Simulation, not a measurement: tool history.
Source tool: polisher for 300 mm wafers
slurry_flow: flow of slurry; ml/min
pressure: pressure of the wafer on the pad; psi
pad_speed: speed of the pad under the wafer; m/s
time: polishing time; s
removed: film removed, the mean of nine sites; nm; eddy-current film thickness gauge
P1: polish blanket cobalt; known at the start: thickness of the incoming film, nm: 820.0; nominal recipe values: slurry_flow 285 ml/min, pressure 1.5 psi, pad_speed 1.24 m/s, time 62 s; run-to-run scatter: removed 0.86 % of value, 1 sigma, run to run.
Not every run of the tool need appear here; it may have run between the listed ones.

| run | hour | slurry_flow | pressure | pad_speed | time | removed |
|---|---|---|---|---|---|---|
| 1 | 10.4 | 285 | 1.5 | 1.24 | 62 | 290.12 |
| 2 | 21 | 285 | 0.8 | 1.24 | 62 | 155.78 |
| 3 | 29 | 285 | 1.5 | 1.24 | 62 | 289.71 |
| 4 | 38.8 | 170 | 1.5 | 1.24 | 62 | 272.86 |
| 5 | 44.9 | 285 | 1.5 | 1.66 | 62 | 384 |
| 6 | 49.8 | 285 | 1.5 | 1.24 | 31 | 143.07 |
| 7 | 60.4 | 285 | 1.5 | 1.24 | 62 | 283.87 |
| 8 | 67.6 | 285 | 2.3 | 1.24 | 62 | 439.13 |
| 9 | 72.5 | 285 | 1.5 | 1.24 | 62 | 289.42 |
|  | 77.4 | worn pad replaced by a new one |
| 10 | 81.5 | 285 | 1.5 | 1.24 | 97 | 448.34 |
| 11 | 87.3 | 285 | 1.9 | 1.24 | 77 | 453.92 |
| 12 | 96.4 | 285 | 1.5 | 0.92 | 62 | 212.06 |
| 13 | 106.7 | 435 | 1.5 | 1.24 | 62 | 298.79 |
| 14 | 113.5 | 285 | 1.5 | 1.24 | 62 | 288.64 |
| 15 | 120.2 | 285 | 1.5 | 1.24 | 62 | 280 |
| 16 | 128 | 285 | 1.5 | 1.24 | 62 | 284.76 |
| 17 | 138.2 | 285 | 1.5 | 1.24 | 62 | 277.99 |
|  | 140 | worn pad replaced by a new one |
| 18 | 143.8 | 285 | 1.5 | 1.24 | 62 | 277.84 |
| 19 | 151.4 | 285 | 1.5 | 1.24 | 62 | 278.62 |
| 20 | 160.7 | 285 | 1.5 | 1.24 | 62 | 274.95 |
| 21 | 169.3 | 285 | 1.5 | 1.24 | 62 | 270.69 |
| 22 | 179.2 | 285 | 1.5 | 1.24 | 62 | 271.83 |

The log shows P1 creeping away from where it was. Any of the 2 causes listed here, at the size stated for it, fits the log just as well as the others:
A: head's pressure below its setpoint, % = 5.14
B: slurry flow missing at the pad, % = 36.2
Creep in the process output first set in at about hour 113.5.
Every other cause this tool's parts could produce, and why it does not fit the log:
removal rate lost through wear of the pad, %: serviced at hour 140, which brought nothing back

Of the 4 check runs below, each run on 5 wafers with the results averaged and each result still a question mark, which one would tell the listed causes apart?
| check 1 | 189.1 | 170 | 2.3 | 1.24 | 62 | ? |
| check 2 | 189.1 | 285 | 1.5 | 1.52 | 81 | ? |
| check 3 | 189.1 | 285 | 1.9 | 1.24 | 96 | ? |
| check 4 | 189.1 | 285 | 0.9 | 1.24 | 44 | ? |

Check results expected under each cause:
| check | result | if A | if B |
|---|---|---|---|
| check 1 | removed | 392.73 | 380.12 |
| check 2 | removed | 436.74 | 436.75 |
| check 3 | removed | 534.87 | 534.88 |
| check 4 | removed | 116.12 | 116.13 |
How far apart the two closest causes lie, in the result that separates them most: check 1 3.26 %; check 2 0 %; check 3 0 %; check 4 0 %
The causes can be told apart only by check 1. The other checks would give nearly the same results under each of them.

Check 1 was carried out, with these results: removed 377.49 nm. Which of the listed causes is responsible?

The cause is B: slurry flow missing at the pad, %.

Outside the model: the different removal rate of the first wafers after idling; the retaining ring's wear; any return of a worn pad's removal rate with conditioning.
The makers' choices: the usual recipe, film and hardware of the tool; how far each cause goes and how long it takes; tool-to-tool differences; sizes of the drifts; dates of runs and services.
